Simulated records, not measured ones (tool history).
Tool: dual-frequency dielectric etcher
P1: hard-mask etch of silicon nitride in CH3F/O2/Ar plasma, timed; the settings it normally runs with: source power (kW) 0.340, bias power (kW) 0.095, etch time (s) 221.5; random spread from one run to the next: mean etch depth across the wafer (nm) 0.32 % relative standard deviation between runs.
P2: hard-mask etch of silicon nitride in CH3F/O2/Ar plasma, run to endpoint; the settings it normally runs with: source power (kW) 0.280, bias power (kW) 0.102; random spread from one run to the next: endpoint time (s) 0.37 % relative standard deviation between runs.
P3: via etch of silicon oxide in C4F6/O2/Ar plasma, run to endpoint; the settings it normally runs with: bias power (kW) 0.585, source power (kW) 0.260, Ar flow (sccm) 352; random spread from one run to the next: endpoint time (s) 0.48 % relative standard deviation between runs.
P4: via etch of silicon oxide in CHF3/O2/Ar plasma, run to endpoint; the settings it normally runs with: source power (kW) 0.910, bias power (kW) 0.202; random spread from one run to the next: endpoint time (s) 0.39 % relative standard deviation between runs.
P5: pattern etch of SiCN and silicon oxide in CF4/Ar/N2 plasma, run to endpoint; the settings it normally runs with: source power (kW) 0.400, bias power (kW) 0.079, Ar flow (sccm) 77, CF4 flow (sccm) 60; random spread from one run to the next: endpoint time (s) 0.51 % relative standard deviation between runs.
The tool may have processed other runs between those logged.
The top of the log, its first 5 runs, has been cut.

run	hour	process that ran	source power (kW)	bias power (kW)	etch time (s)	Ar flow (sccm)	CF4 flow (sccm)	mean etch depth across the wafer (nm)	endpoint time (s)
6	70.6	P3	0.260	0.585		352			15.791
7	87.8	P2	0.280	0.076					78.033
8	103.0	P2	0.390	0.102					62.244
9	115.7	P1	0.340	0.063	221.5			136.870	
10	129.4	P1	0.240	0.095	221.5			138.360	
11	140.9	P1	0.440	0.095	221.5			172.830	
12	154.2	P1	0.340	0.066	151.0			94.612	
13	169.8	P1	0.340	0.095	221.5			157.860	
# hour 179.1: source power generator calibrated
14	179.3	P5	0.400	0.079		60	60		15.929
15	189.6	P1	0.410	0.095	288.0			219.010	
16	205.2	P1	0.340	0.095	221.5			157.760	
17	219.0	P4	1.280	0.202					178.450
18	234.2	P1	0.340	0.095	221.5			157.600	
19	250.0	P1	0.340	0.095	221.5			157.310	
20	260.9	P5	0.400	0.079		77	60		16.545
21	272.8	P2	0.280	0.102					69.958
# hour 280.0: bias power generator calibrated
22	282.9	P4	0.910	0.146					224.370
23	293.8	P5	0.510	0.079		77	60		13.318
24	302.3	P5	0.400	0.047		77	60		19.522
25	317.8	P1	0.340	0.095	221.5			157.700	
26	325.3	P2	0.280	0.102					70.210
27	337.1	P1	0.340	0.130	221.5			177.890	
28	350.9	P3	0.200	0.585		352			17.421

Run 29 comes next. What will it give?
29	362.4	P5	0.400	0.079		77	60		?

endpoint time (s): 16.484
